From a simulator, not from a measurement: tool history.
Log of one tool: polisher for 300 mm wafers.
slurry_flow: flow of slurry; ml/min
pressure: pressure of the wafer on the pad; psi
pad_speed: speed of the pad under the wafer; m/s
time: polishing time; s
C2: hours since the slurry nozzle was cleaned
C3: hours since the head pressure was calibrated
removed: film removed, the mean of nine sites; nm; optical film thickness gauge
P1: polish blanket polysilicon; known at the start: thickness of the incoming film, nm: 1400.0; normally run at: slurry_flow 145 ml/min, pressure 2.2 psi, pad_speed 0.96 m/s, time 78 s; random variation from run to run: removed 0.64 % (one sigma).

Run 1, day 0.146: slurry_flow 145 ml/min, pressure 2.2 psi, pad_speed 0.96 m/s, time 78 s; wafers polished on this pad 442; C2 295.3; C3 314.4. Result: removed 563.79 nm.
Run 2, day 0.325: slurry_flow 145 ml/min, pressure 3.4 psi, pad_speed 0.96 m/s, time 78 s; wafers polished on this pad 494; C2 299.6; C3 318.7. Result: removed 851.95 nm.
Run 3, day 0.450: slurry_flow 85 ml/min, pressure 2.2 psi, pad_speed 0.96 m/s, time 78 s; wafers polished on this pad 531; C2 302.6; C3 321.7. Result: removed 492.30 nm.
Run 4, day 0.633: slurry_flow 195 ml/min, pressure 2.2 psi, pad_speed 1.44 m/s, time 78 s; wafers polished on this pad 585; C2 307.0; C3 326.1. Result: removed 887.05 nm.
Run 5, day 0.779: slurry_flow 145 ml/min, pressure 2.2 psi, pad_speed 0.96 m/s, time 38 s; wafers polished on this pad 628; C2 310.5; C3 329.6. Result: removed 273.05 nm.
Run 6, day 0.867: slurry_flow 145 ml/min, pressure 2.2 psi, pad_speed 0.96 m/s, time 78 s; wafers polished on this pad 654; C2 312.6; C3 331.7. Result: removed 560.57 nm.
Run 7, day 1.008: slurry_flow 145 ml/min, pressure 2.2 psi, pad_speed 0.96 m/s, time 78 s; wafers polished on this pad 696; C2 316.0; C3 335.1. Result: removed 555.06 nm.
Run 8, day 1.150: slurry_flow 145 ml/min, pressure 1.1 psi, pad_speed 0.96 m/s, time 35 s; wafers polished on this pad 738; C2 319.4; C3 338.5. Result: removed 125.28 nm.
Run 9, day 1.271: slurry_flow 145 ml/min, pressure 2.2 psi, pad_speed 0.96 m/s, time 78 s; wafers polished on this pad 773; C2 322.3; C3 341.4. Result: removed 564.85 nm.
Run 10, day 1.404: slurry_flow 145 ml/min, pressure 2.2 psi, pad_speed 0.54 m/s, time 78 s; wafers polished on this pad 813; C2 325.5; C3 344.6. Result: removed 312.22 nm.
Run 11, day 1.583: slurry_flow 185 ml/min, pressure 2.2 psi, pad_speed 0.96 m/s, time 78 s; wafers polished on this pad 866; C2 329.8; C3 348.9. Result: removed 578.95 nm.
Run 12, day 1.717: slurry_flow 145 ml/min, pressure 2.2 psi, pad_speed 0.96 m/s, time 78 s; wafers polished on this pad 905; C2 333.0; C3 352.1. Result: removed 559.80 nm.
Run 13, day 1.867: slurry_flow 145 ml/min, pressure 2.2 psi, pad_speed 0.96 m/s, time 113 s; wafers polished on this pad 949; C2 336.6; C3 355.7. Result: removed 808.66 nm.
Run 14, day 2.033: slurry_flow 145 ml/min, pressure 2.2 psi, pad_speed 1.46 m/s, time 78 s; wafers polished on this pad 998; C2 340.6; C3 359.7. Result: removed 847.89 nm.
Run 15, day 2.200: slurry_flow 145 ml/min, pressure 1.5 psi, pad_speed 0.96 m/s, time 78 s; wafers polished on this pad 1048; C2 344.6; C3 363.7. Result: removed 377.03 nm.
Run 16, day 2.333: slurry_flow 145 ml/min, pressure 2.2 psi, pad_speed 0.96 m/s, time 78 s; wafers polished on this pad 1087; C2 347.8; C3 366.9. Result: removed 560.97 nm.

Run 17 comes next. What will it give?
Run 17, day 2.471: slurry_flow 145 ml/min, pressure 2.2 psi, pad_speed 0.96 m/s, time 78 s; wafers polished on this pad 1127; C2 351.1; C3 370.2. Result: removed ?.

removed: 558.44 nm
